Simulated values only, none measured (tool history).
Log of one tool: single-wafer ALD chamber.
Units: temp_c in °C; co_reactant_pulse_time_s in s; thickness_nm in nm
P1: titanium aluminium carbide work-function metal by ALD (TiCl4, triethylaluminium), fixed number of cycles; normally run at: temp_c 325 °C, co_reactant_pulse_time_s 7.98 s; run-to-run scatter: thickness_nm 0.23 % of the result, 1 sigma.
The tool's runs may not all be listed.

run	hour	temp_c	co_reactant_pulse_time_s	hours since the last thermocouple change	hours since the last triethylaluminium bottle change	thickness_nm
1	9.7	325	7.98	1273.0	161.0	2.0755
2	17.1	310	4.51	1280.4	168.4	1.6431
3	25.5	325	7.98	1288.8	176.8	2.0825
4	33.9	325	11.35	1297.2	185.2	2.1701
5	45.9	325	7.98	1309.2	197.2	2.0673
6	54.2	325	7.98	1317.5	205.5	2.0742
# hour 56.5: thermocouple changed; heater temperature recalibrated
7	65.9	349	7.98	9.4	217.2	2.2701
8	75.4	301	7.98	18.9	226.7	1.8803
9	85.2	325	3.08	28.7	236.5	1.4509
10	98.7	325	7.98	42.2	250.0	2.0678
11	106.1	344	3.96	49.6	257.4	1.7785
12	114.2	325	7.98	57.7	265.5	2.0714
13	124.6	325	7.98	68.1	275.9	2.0526
14	137.8	325	7.98	81.3	289.1	2.0446
15	144.6	325	7.98	88.1	295.9	2.0362
16	158.1	325	7.98	101.6	309.4	2.0337
17	164.4	325	7.98	107.9	315.7	2.0335
18	171.6	325	7.98	115.1	322.9	2.0342
19	182.1	325	7.98	125.6	333.4	2.0365
20	194.2	325	7.98	137.7	345.5	2.0274

The next listed run, before its measurement:
21	204.1	325	7.98	147.6	355.4	?

thickness_nm: 2.0299 nm

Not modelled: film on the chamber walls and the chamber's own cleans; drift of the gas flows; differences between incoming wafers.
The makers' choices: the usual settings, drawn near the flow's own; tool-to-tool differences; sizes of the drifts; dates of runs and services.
